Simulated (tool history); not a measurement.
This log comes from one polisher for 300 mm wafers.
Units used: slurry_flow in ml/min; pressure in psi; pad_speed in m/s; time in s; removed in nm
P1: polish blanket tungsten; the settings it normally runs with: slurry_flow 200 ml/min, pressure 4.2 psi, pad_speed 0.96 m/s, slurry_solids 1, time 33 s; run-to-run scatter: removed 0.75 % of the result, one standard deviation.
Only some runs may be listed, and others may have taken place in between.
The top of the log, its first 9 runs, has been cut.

run   hour  slurry_flow  pressure  pad_speed  slurry_solids  time  wafers polished on this pad  hours since the slurry nozzle was cleaned  hours since the head pressure was calibrated  hours since the slurry blender was calibrated  hours since the slurry got fresh peroxide  removed
 10   59.4          200       4.2       0.96            1.2    33                          957                                      267.1                                         106.8                                          142.9                                       98.3   143.19
 11   66.9          200       4.2       0.96              1    33                         1052                                      274.6                                         114.3                                          150.4                                      105.8   137.86
        68  -- head pressure recalibrated
 12   74.3          310       4.2       0.96              1    33                         1145                                        282                                           6.4                                          157.8                                      113.2   144.25
 13   80.8          200       4.2       0.58              1    33                         1227                                      288.5                                          12.9                                          164.3                                      119.7   84.059
 14   90.1          305         6       0.96              1    33                         1345                                      297.8                                          22.2                                          173.6                                        129   205.64
 15   98.5          200       4.2       0.96              1    33                         1452                                      306.2                                          30.6                                            182                                      137.4   138.42
 16  103.1          200       2.1       0.96              1    33                         1510                                      310.8                                          35.2                                          186.6                                        142   69.772
 17    111          200       4.2       0.96              1    33                         1610                                      318.7                                          43.1                                          194.5                                      149.9    136.5
 18  116.4          120       4.2       0.96           0.75    33                         1678                                      324.1                                          48.5                                          199.9                                      155.3   118.64
 19  121.9          260       4.2       0.44              1    33                         1748                                      329.6                                            54                                          205.4                                      160.8   65.408
 20  126.9          200       4.2       0.96              1    33                         1811                                      334.6                                            59                                          210.4                                      165.8   139.08
 21  136.4          200       4.2       0.96              1    33                         1931                                      344.1                                          68.5                                          219.9                                      175.3   134.74
 22    145          200       4.2       0.96              1    33                         2040                                      352.7                                          77.1                                          228.5                                      183.9   130.85
 23  149.1          200       4.2       0.96              1    33                         2092                                      356.8                                          81.2                                          232.6                                        188   130.04
 24  155.2          200       4.2       0.96              1    33                         2169                                      362.9                                          87.3                                          238.7                                      194.1   129.28

Predict the results of run 25:
       156  -- slurry blender recalibrated
 25  160.4          200       4.2       0.96              1    33                         2235                                      368.1                                          92.5                                            4.4                                      199.3        ?

Run 25 gave removed 129.3 nm.

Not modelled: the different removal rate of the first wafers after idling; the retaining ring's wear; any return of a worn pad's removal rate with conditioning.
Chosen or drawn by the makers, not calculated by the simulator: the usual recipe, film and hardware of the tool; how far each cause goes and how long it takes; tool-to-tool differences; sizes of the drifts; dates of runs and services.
